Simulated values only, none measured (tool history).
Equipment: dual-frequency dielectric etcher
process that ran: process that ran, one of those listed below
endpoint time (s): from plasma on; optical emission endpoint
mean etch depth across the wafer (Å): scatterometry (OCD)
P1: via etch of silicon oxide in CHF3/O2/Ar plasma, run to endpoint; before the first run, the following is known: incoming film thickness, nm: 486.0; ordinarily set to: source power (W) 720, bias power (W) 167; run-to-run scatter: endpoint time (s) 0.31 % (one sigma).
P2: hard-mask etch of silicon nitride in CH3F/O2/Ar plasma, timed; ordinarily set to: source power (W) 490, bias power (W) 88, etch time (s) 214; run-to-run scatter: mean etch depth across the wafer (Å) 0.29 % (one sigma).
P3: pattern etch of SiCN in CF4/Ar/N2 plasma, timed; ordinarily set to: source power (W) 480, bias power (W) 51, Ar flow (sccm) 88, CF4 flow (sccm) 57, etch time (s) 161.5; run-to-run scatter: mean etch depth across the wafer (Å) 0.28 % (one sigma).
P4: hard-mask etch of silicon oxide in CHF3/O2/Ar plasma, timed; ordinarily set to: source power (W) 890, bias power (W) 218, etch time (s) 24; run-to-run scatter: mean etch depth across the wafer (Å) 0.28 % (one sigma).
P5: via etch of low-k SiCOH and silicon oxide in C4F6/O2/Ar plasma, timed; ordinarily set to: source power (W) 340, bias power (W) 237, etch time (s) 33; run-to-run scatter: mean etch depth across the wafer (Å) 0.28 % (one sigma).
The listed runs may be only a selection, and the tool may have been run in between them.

run,day,process that ran,source power (W),bias power (W),etch time (s),Ar flow (sccm),CF4 flow (sccm),hours since the last wet clean,hours since the last source power generator calibration,hours since the last bias power generator calibration,endpoint time (s),mean etch depth across the wafer (Å)
1,0.458,P1,720,167,,,,134,1831.1,779.6,231.6,
2,0.958,P1,720,167,,,,146,1843.1,791.6,231.52,
3,1.375,P4,890,218,24,,,156,1853.1,801.6,,589.1
4,1.617,P5,340,237,23,,,161.8,1858.9,807.4,,579.95
5,1.983,P3,480,51,161.5,88,39,170.6,1867.7,816.2,,1190.1
6,2.425,P2,490,88,214,,,181.2,1878.3,826.8,,1711.2
7,2.896,P1,720,167,,,,192.5,1889.6,838.1,232.93,
8,3.179,P1,580,228,,,,199.3,1896.4,844.9,227.47,
9,3.446,P2,490,115,214,,,205.7,1902.8,851.3,,1886.8
10,3.871,P3,480,51,222.5,88,57,215.9,1913,861.5,,1758.7
11,4.217,P1,720,167,,,,224.2,1921.3,869.8,232.47,
12,4.712,P1,720,210,,,,236.1,1933.2,881.7,214.82,
13,5.133,P3,480,51,161.5,88,57,246.2,1943.3,891.8,,1274.7
14,5.633,P4,890,144,24,,,258.2,1955.3,903.8,,510.69
15,6.004,P1,720,98,,,,267.1,1964.2,912.7,271.91,
# day 6.329: bias power generator calibrated
16,6.392,P5,340,237,33,,,276.4,1973.5,1.5,,828.15
17,6.892,P3,480,51,161.5,121,57,288.4,1985.5,13.5,,1205.8
18,7.388,P5,410,237,33,,,300.3,1997.4,25.4,,893.72
19,7.733,P1,470,167,,,,308.6,2005.7,33.7,272.99,
20,8.071,P5,340,169,33,,,316.7,2013.8,41.8,,741.58
21,8.588,P1,720,167,,,,329.1,2026.2,54.2,231.67,
22,9.104,P4,890,218,30,,,341.5,2038.6,66.6,,734.23
23,9.558,P3,480,38,161.5,88,57,352.4,2049.5,77.5,,1164.3
24,10.1,P2,490,88,136.5,,,365.4,2062.5,90.5,,1091
25,10.554,P1,900,167,,,,376.3,2073.4,101.4,213.7,
26,10.846,P4,890,218,24,,,383.3,2080.4,108.4,,585.03
27,11.371,P2,640,88,214,,,395.9,2093,121,,1897.8
28,11.883,P3,480,51,161.5,88,57,408.2,2105.3,133.3,,1277.3
29,12.35,P3,280,51,161.5,88,57,419.4,2116.5,144.5,,792.81
30,12.829,P4,660,218,24,,,430.9,2128,156,,522.02
31,13.196,P1,720,167,,,,439.7,2136.8,164.8,231.61,
32,13.467,P1,720,167,,,,446.2,2143.3,171.3,233.09,
33,13.883,P1,720,167,,,,456.2,2153.3,181.3,234.26,
34,14.238,P1,720,167,,,,464.7,2161.8,189.8,235.4,
35,14.65,P1,720,167,,,,474.6,2171.7,199.7,234.56,
# day 14.983: wet clean of the chamber
36,15.038,P1,720,167,,,,1.4,2181,209,235.95,
37,15.304,P1,720,167,,,,7.8,2187.4,215.4,235.83,
38,15.621,P1,720,167,,,,15.4,2195,223,235.63,

What P1 gives has crept away from where it was. These 2 causes fit the log equally well, each at the size given:
A: bias power that arrives under what is set, % = 4.64
B: source power that arrives under what is set, % = 3.93
Onset of the creep was near day 13.196.
Every other cause this tool's parts could produce, and why it does not fit the log:
chamber walls in a state that lowers the etch rate, %: work on it at day 14.983, done after the drift set in, did not restore what the process gave before

Consider the 4 single-wafer check runs listed below, results given as question marks: which one distinguishes between the causes by giving clearly different results for each?
check 1,15.938,P5,340,237,33,,,,,,,?
check 2,15.938,P3,480,51,161.5,88,57,,,,,?
check 3,15.938,P4,890,218,24,,,,,,,?
check 4,15.938,P2,490,88,214,,,,,,,?

If the cause were each of the candidates in turn, the checks would give the following:
check,result,if A,if B
check 1,mean etch depth across the wafer (Å),818.07,818.61
check 2,mean etch depth across the wafer (Å),1256,1230.9
check 3,mean etch depth across the wafer (Å),576.69,577.15
check 4,mean etch depth across the wafer (Å),1687.1,1689.8
Gap, in per cent, between the two causes that each check separates least, read from the result that separates them most: check 1 0.07 %; check 2 2.03 %; check 3 0.08 %; check 4 0.16 %
The causes can be told apart only by check 2. The other checks would give nearly the same results under each of them.

The results of check 2 are: mean etch depth across the wafer (Å) 1260.6. Based on these, which of the listed causes is it?

The correct cause is A, namely: bias power that arrives under what is set, %.
